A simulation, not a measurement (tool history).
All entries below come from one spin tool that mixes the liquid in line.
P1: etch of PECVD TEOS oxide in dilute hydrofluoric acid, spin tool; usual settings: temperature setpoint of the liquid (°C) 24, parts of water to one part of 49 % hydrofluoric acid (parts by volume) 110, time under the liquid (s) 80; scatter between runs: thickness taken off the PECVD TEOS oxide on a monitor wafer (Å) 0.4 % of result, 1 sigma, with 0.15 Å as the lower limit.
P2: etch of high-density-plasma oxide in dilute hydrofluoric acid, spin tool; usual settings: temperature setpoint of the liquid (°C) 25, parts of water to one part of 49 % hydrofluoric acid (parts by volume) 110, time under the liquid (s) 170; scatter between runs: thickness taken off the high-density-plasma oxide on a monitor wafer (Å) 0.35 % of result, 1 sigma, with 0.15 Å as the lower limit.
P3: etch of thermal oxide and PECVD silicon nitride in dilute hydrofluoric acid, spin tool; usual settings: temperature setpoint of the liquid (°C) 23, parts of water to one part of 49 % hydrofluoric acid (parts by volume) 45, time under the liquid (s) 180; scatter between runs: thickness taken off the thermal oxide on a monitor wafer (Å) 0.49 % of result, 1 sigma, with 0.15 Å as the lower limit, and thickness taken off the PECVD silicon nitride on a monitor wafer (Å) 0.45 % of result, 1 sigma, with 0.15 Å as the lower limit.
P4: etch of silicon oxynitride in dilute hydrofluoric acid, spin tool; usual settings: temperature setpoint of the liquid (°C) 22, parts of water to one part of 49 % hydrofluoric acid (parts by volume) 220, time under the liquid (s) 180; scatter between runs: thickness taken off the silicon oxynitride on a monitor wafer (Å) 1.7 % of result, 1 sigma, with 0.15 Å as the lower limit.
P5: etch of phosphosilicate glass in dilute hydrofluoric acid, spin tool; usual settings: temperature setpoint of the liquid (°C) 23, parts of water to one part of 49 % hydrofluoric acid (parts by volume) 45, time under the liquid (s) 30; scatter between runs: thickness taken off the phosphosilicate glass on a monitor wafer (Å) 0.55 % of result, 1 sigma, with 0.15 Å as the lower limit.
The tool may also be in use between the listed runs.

run	hour	process that ran	temperature setpoint of the liquid (°C)	parts of water to one part of 49 % hydrofluoric acid (parts by volume)	time under the liquid (s)	thickness taken off the PECVD TEOS oxide on a monitor wafer (Å)	thickness taken off the thermal oxide on a monitor wafer (Å)	thickness taken off the PECVD silicon nitride on a monitor wafer (Å)	thickness taken off the high-density-plasma oxide on a monitor wafer (Å)	thickness taken off the silicon oxynitride on a monitor wafer (Å)	thickness taken off the phosphosilicate glass on a monitor wafer (Å)
1	6.2	P1	24	110	80	199.99					
2	11.3	P3	23	45	180		192.89	75.482			
3	18.5	P3	23	20	180		441.66	166.71			
4	27.6	P2	25	70	170				131.89		
5	36.5	P1	24	110	80	199.21					
6	45.2	P2	25	110	170				79.518		
7	50.3	P4	22	220	180					12.629	
8	56.2	P1	24	110	35	87.489					
9	64.6	P1	24	40	135	1018.5					
10	69.4	P4	17	220	180					10.192	
11	77.3	P2	33	110	170				107.72		
12	83.8	P1	18	110	80	157.57					
13	90.7	P1	24	110	80	200.86					
14	99.9	P4	22	55	180					56.539	
15	105.7	P1	29.5	110	80	247.76					
16	114.8	P3	17	45	180		147.39	50.278			
17	122.6	P1	24	110	140	349.82					
18	131.5	P1	24	60	80	390.31					
19	138.4	P5	23	45	30						664.88
20	148.1	P3	23	45	180		191.54	76.308			
21	155.4	P4	22	220	25					1.7877	
22	159.9	P5	23	25	30						1211.6
23	169.1	P5	30.5	45	30						901.27
24	177.8	P1	24	110	80	199.91					
25	183.4	P1	24	110	80	199.03					
26	190.8	P1	24	195	80	101.74					
27	197.8	P3	23	45	290		308.33	122.85			
28	204.2	P2	25	110	35				16.282		
29	213.5	P5	23	45	50						1104.7
30	219.6	P1	24	110	80	200.46					
31	225.3	P1	24	110	80	200.1					
32	234.5	P1	24	110	80	193.13					
33	242.4	P1	24	110	80	189.38					
34	246.8	P1	24	110	80	189.14					
35	251.8	P1	24	110	80	187.13					

Run 36, settings as shown, results not yet in. Your forecast:
36	256.8	P1	24	110	80	?					

Run 36 gave thickness taken off the PECVD TEOS oxide on a monitor wafer (Å) 186.64.

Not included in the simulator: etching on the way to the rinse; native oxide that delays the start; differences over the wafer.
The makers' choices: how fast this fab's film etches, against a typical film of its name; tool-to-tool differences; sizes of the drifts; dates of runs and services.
